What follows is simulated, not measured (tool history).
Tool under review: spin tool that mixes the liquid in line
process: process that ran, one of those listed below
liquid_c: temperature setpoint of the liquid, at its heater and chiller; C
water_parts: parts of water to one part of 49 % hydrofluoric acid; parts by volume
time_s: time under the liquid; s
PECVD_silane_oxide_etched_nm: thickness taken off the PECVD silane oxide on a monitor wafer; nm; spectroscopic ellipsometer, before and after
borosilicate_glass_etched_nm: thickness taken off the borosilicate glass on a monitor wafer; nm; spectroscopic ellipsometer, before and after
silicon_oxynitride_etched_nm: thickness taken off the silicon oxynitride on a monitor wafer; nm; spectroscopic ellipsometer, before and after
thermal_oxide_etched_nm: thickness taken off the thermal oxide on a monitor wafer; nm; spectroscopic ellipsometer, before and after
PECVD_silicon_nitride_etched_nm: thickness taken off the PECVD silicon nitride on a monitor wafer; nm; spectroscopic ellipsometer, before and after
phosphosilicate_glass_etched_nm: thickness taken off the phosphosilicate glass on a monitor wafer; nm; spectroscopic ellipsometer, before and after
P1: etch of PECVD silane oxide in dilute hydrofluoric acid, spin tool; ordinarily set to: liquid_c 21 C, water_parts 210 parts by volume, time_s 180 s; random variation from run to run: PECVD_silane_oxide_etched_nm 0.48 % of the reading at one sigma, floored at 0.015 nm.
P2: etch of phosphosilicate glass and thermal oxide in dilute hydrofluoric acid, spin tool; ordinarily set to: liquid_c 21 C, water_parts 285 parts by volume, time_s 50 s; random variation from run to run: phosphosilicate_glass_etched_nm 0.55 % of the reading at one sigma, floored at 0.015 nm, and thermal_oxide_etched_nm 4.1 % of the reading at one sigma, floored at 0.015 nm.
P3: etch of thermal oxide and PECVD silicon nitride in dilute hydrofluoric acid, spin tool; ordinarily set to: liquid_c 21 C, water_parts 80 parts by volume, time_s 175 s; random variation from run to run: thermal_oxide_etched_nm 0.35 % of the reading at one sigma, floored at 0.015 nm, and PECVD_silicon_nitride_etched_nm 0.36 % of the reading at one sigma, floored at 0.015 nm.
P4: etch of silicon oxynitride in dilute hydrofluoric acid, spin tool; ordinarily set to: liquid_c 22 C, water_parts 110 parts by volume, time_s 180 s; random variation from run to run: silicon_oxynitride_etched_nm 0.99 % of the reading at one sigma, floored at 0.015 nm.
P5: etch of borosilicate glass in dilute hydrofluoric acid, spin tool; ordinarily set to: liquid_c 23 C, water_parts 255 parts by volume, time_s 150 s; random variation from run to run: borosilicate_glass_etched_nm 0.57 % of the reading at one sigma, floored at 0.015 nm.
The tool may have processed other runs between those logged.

| run | day | process | liquid_c | water_parts | time_s | PECVD_silane_oxide_etched_nm | borosilicate_glass_etched_nm | silicon_oxynitride_etched_nm | thermal_oxide_etched_nm | PECVD_silicon_nitride_etched_nm | phosphosilicate_glass_etched_nm |
|---|---|---|---|---|---|---|---|---|---|---|---|
| 1 | 0.125 | P1 | 21 | 210 | 180 | 10.1 |  |  |  |  |  |
| 2 | 0.321 | P1 | 17 | 75 | 180 | 27.609 |  |  |  |  |  |
| 3 | 0.475 | P5 | 23 | 85 | 150 |  | 29.655 |  |  |  |  |
| 4 | 0.621 | P1 | 21 | 210 | 45 | 2.5218 |  |  |  |  |  |
| 5 | 0.783 | P4 | 22 | 110 | 180 |  |  | 2.0847 |  |  |  |
| 6 | 0.967 | P4 | 22 | 200 | 180 |  |  | 1.1114 |  |  |  |
| 7 | 1.162 | P1 | 21 | 210 | 365 | 20.415 |  |  |  |  |  |
|  | 1.379 | hydrofluoric acid flow meter replaced |
| 8 | 1.396 | P1 | 21 | 210 | 180 | 10.096 |  |  |  |  |  |
| 9 | 1.525 | P3 | 21 | 20 | 175 |  |  |  | 37.946 | 35.023 |  |
| 10 | 1.642 | P1 | 17 | 210 | 180 | 8.5999 |  |  |  |  |  |
| 11 | 1.908 | P3 | 21 | 80 | 175 |  |  |  | 8.8633 | 9.1891 |  |
| 12 | 2.029 | P1 | 17 | 210 | 300 | 14.527 |  |  |  |  |  |
| 13 | 2.225 | P2 | 21 | 285 | 50 |  |  |  | 0.6449 |  | 12.241 |
| 14 | 2.342 | P3 | 21 | 80 | 175 |  |  |  | 8.772 | 9.1892 |  |
| 15 | 2.508 | P2 | 21 | 285 | 25 |  |  |  | 0.29716 |  | 6.0666 |
| 16 | 2.721 | P5 | 29.5 | 255 | 150 |  | 10.384 |  |  |  |  |
| 17 | 2.992 | P4 | 22 | 110 | 15 |  |  | 0.15371 |  |  |  |
| 18 | 3.117 | P1 | 21 | 210 | 180 | 10.113 |  |  |  |  |  |
| 19 | 3.358 | P1 | 21 | 125 | 180 | 18.61 |  |  |  |  |  |
| 20 | 3.621 | P4 | 29.5 | 110 | 180 |  |  | 3.0039 |  |  |  |
| 21 | 3.846 | P1 | 21 | 210 | 180 | 10.184 |  |  |  |  |  |
| 22 | 4 | P5 | 23 | 255 | 150 |  | 8.2831 |  |  |  |  |
| 23 | 4.2 | P2 | 21 | 285 | 50 |  |  |  | 0.60415 |  | 12.342 |
| 24 | 4.375 | P1 | 21 | 210 | 180 | 10.154 |  |  |  |  |  |
| 25 | 4.629 | P2 | 21 | 100 | 50 |  |  |  | 2.2119 |  | 42.383 |
| 26 | 4.779 | P1 | 21 | 305 | 180 | 6.3597 |  |  |  |  |  |
| 27 | 5.021 | P3 | 21 | 80 | 335 |  |  |  | 16.887 | 17.525 |  |
| 28 | 5.283 | P1 | 26 | 210 | 180 | 12.182 |  |  |  |  |  |
| 29 | 5.529 | P5 | 23 | 255 | 70 |  | 3.8656 |  |  |  |  |
| 30 | 5.733 | P2 | 29 | 285 | 50 |  |  |  | 0.83032 |  | 16.121 |
| 31 | 5.933 | P3 | 17 | 80 | 175 |  |  |  | 7.4012 | 6.9201 |  |
| 32 | 6.188 | P1 | 21 | 210 | 180 | 10.092 |  |  |  |  |  |
| 33 | 6.396 | P1 | 21 | 210 | 180 | 9.8392 |  |  |  |  |  |
| 34 | 6.625 | P1 | 21 | 210 | 180 | 9.5622 |  |  |  |  |  |
| 35 | 6.883 | P1 | 21 | 210 | 180 | 9.4228 |  |  |  |  |  |
| 36 | 7.067 | P1 | 21 | 210 | 180 | 9.2837 |  |  |  |  |  |
| 37 | 7.333 | P1 | 21 | 210 | 180 | 9.2727 |  |  |  |  |  |
| 38 | 7.462 | P1 | 21 | 210 | 180 | 9.3065 |  |  |  |  |  |
| 39 | 7.608 | P1 | 21 | 210 | 180 | 9.2693 |  |  |  |  |  |
| 40 | 7.8 | P1 | 21 | 210 | 180 | 9.1634 |  |  |  |  |  |

What will run 41 give?
| 41 | 8.004 | P1 | 21 | 210 | 180 | ? |  |  |  |  |  |

Run 41 measured PECVD_silane_oxide_etched_nm 9.2461 nm.

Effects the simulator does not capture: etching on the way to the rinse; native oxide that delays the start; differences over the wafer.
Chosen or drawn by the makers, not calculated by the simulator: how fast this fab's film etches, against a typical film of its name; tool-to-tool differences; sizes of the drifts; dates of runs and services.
